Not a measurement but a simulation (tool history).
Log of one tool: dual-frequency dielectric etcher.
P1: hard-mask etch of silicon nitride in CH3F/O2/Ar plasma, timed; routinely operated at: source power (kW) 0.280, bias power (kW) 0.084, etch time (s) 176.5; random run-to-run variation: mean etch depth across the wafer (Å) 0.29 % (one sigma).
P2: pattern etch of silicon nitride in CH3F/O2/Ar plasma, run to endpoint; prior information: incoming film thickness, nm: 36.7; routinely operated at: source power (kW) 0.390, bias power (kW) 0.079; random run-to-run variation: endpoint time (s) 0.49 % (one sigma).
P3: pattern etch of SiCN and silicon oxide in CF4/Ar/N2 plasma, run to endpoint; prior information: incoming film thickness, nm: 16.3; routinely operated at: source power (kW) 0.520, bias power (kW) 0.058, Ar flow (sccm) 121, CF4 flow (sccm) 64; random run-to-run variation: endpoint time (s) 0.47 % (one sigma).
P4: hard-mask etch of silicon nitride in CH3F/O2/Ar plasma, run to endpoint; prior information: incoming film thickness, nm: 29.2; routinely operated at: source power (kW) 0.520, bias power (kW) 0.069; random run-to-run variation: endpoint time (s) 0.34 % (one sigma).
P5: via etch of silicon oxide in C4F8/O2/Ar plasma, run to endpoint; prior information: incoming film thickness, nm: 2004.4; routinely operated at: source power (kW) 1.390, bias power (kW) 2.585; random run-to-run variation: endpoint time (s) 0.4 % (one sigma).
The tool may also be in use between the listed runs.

run	hour	process that ran	source power (kW)	bias power (kW)	etch time (s)	Ar flow (sccm)	CF4 flow (sccm)	hours since the last wet clean	hours since the last source power generator calibration	hours since the last bias power generator calibration	mean etch depth across the wafer (Å)	endpoint time (s)
1	9.7	P1	0.280	0.084	176.5			277.2	1714.9	1080.2	1134.60	
2	16.1	P4	0.520	0.069				283.6	1721.3	1086.6		38.236
3	23.1	P1	0.280	0.084	240.0			290.6	1728.3	1093.6	1535.00	
4	31.4	P1	0.380	0.084	137.5			298.9	1736.6	1101.9	993.09	
5	43.5	P3	0.520	0.058		121	86	311.0	1748.7	1114.0		17.619
6	51.2	P2	0.550	0.079				318.7	1756.4	1121.7		44.112
7	58.4	P1	0.280	0.068	176.5			325.9	1763.6	1128.9	1048.90	
8	69.6	P1	0.400	0.084	176.5			337.1	1774.8	1140.1	1293.60	
9	77.0	P2	0.390	0.107				344.5	1782.2	1147.5		44.590
10	84.3	P1	0.280	0.084	176.5			351.8	1789.5	1154.8	1135.50	
11	92.2	P1	0.280	0.084	176.5			359.7	1797.4	1162.7	1136.30	
12	102.6	P4	0.660	0.069				370.1	1807.8	1173.1		35.165
13	113.0	P1	0.280	0.084	132.0			380.5	1818.2	1183.5	844.78	
14	124.1	P1	0.170	0.084	176.5			391.6	1829.3	1194.6	942.30	
15	135.5	P3	0.640	0.058		121	64	403.0	1840.7	1206.0		15.577
16	140.9	P5	1.890	2.585				408.4	1846.1	1211.4		359.340
17	146.6	P5	1.390	2.107				414.1	1851.8	1217.1		431.450
18	154.6	P5	1.390	2.585				422.1	1859.8	1225.1		409.990
19	161.2	P4	0.520	0.069				428.7	1866.4	1231.7		38.238
20	170.3	P3	0.520	0.058		77	64	437.8	1875.5	1240.8		17.181
21	180.2	P4	0.520	0.055				447.7	1885.4	1250.7		41.357
22	189.7	P1	0.280	0.114	176.5			457.2	1894.9	1260.2	1268.50	
23	195.6	P1	0.280	0.084	176.5			463.1	1900.8	1266.1	1131.60	
24	203.4	P3	0.520	0.041		121	64	470.9	1908.6	1273.9		20.872
25	213.3	P3	0.520	0.058		121	64	480.8	1918.5	1283.8		18.582
26	223.5	P2	0.390	0.079				491.0	1928.7	1294.0		49.954
27	232.8	P5	1.390	2.585				500.3	1938.0	1303.3		409.760
28	244.4	P1	0.280	0.084	176.5			511.9	1949.6	1314.9	1137.20	
29	250.7	P1	0.280	0.084	176.5			518.2	1955.9	1321.2	1129.80	
30	261.9	P1	0.280	0.084	176.5			529.4	1967.1	1332.4	1120.10	
31	273.0	P1	0.280	0.084	176.5			540.5	1978.2	1343.5	1121.70	
32	285.0	P1	0.280	0.084	176.5			552.5	1990.2	1355.5	1113.80	
33	296.4	P1	0.280	0.084	176.5			563.9	2001.6	1366.9	1118.20	
34	305.6	P1	0.280	0.084	176.5			573.1	2010.8	1376.1	1112.50	
# hour 311.4: wet clean of the chamber
35	317.8	P1	0.280	0.084	176.5			6.5	2023.0	1388.3	1117.10	
36	327.5	P1	0.280	0.084	176.5			16.2	2032.7	1398.0	1111.60	
37	338.9	P1	0.280	0.084	176.5			27.6	2044.1	1409.4	1115.30	
38	346.2	P1	0.280	0.084	176.5			34.9	2051.4	1416.7	1117.40	
39	353.4	P1	0.280	0.084	176.5			42.1	2058.6	1423.9	1117.90	

Something has made what P1 gives creep away from where it was; the 2 causes below, each at its own stated size, fit the log equally well:
A: source power that arrives under what is set, % = 4.7
B: bias power that arrives under what is set, % = 4.83
The onset of the drift is placed at about hour 244.4.
Every other cause this tool's parts could produce, and why it does not fit the log:
chamber walls in a state that lowers the etch rate, %: serviced after onset, at hour 311.4, with no recovery of the prior output

You are offered 4 check runs, listed below with question marks in place of their results; each one averages 2 wafers. Which run separates the listed causes by giving clearly different results for each?
check 1	360.6	P5	1.670	2.219								?
check 2	360.6	P2	0.540	0.098								?
check 3	360.6	P4	0.650	0.055								?
check 4	360.6	P3	0.520	0.058		121	75					?

Predicted outcomes, by check and by cause:
check	result	if A	if B
check 1	endpoint time (s)	404.360	402.560
check 2	endpoint time (s)	42.127	42.110
check 3	endpoint time (s)	38.512	38.367
check 4	endpoint time (s)	18.864	18.366
Separation of the two closest causes in each check, using whichever result separates them best: check 1 0.44 %; check 2 0.04 %; check 3 0.38 %; check 4 2.68 %
Check 4 distinguishes between the causes, while the remaining checks would return nearly the same result for all of them.

Check 4 has now been run. It gave: endpoint time (s) 18.476. Which of the candidate causes is it?

It is B: bias power that arrives under what is set, %.

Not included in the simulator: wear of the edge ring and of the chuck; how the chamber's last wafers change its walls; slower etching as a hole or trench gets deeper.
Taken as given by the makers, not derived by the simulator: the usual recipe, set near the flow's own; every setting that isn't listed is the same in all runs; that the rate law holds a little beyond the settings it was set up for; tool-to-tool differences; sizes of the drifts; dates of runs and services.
